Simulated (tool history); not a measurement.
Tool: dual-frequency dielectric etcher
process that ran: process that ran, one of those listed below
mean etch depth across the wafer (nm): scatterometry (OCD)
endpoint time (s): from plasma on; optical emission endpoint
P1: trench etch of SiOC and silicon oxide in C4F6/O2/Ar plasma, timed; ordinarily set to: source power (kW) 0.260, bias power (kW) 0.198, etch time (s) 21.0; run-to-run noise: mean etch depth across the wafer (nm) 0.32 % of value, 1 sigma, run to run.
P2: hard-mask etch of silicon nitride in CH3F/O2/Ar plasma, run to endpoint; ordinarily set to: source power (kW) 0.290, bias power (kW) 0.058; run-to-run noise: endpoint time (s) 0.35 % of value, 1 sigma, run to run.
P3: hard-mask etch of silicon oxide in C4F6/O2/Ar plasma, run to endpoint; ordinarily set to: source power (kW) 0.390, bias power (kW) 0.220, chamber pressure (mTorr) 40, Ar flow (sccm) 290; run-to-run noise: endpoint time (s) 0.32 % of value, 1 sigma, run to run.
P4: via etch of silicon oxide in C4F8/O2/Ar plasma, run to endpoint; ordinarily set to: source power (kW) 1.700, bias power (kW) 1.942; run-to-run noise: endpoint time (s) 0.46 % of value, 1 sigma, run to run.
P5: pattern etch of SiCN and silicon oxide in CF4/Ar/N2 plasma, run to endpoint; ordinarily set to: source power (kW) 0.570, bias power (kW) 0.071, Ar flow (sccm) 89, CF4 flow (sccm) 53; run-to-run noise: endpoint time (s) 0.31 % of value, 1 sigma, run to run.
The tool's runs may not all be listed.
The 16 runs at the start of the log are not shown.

| run | hour | process that ran | source power (kW) | bias power (kW) | etch time (s) | chamber pressure (mTorr) | Ar flow (sccm) | CF4 flow (sccm) | hours since the last wet clean | hours since the last source power generator calibration | hours since the last bias power generator calibration | mean etch depth across the wafer (nm) | endpoint time (s) |
|---|---|---|---|---|---|---|---|---|---|---|---|---|---|
| 17 | 98.5 | P1 | 0.260 | 0.198 | 21.0 |  |  |  | 386.7 | 642.2 | 516.5 | 36.220 |  |
| 18 | 102.6 | P4 | 1.040 | 1.942 |  |  |  |  | 390.8 | 646.3 | 520.6 |  | 345.170 |
| 19 | 107.4 | P5 | 0.570 | 0.051 |  |  | 89 | 53 | 395.6 | 651.1 | 525.4 |  | 16.577 |
| 20 | 111.3 | P1 | 0.260 | 0.198 | 21.0 |  |  |  | 399.5 | 655.0 | 529.3 | 36.228 |  |
| 21 | 117.1 | P1 | 0.260 | 0.198 | 21.0 |  |  |  | 405.3 | 660.8 | 535.1 | 36.196 |  |
| 22 | 123.6 | P5 | 0.570 | 0.071 |  |  | 89 | 53 | 411.8 | 667.3 | 541.6 |  | 14.851 |
| 23 | 126.7 | P2 | 0.370 | 0.058 |  |  |  |  | 414.9 | 670.4 | 544.7 |  | 82.705 |
| 24 | 130.0 | P3 | 0.390 | 0.220 |  | 40 | 187 |  | 418.2 | 673.7 | 548.0 |  | 58.237 |

Run 25 comes next. What will it give?
| 25 | 133.4 | P1 | 0.160 | 0.198 | 21.0 |  |  |  | 421.6 | 677.1 | 551.4 | ? |  |

mean etch depth across the wafer (nm): 29.951
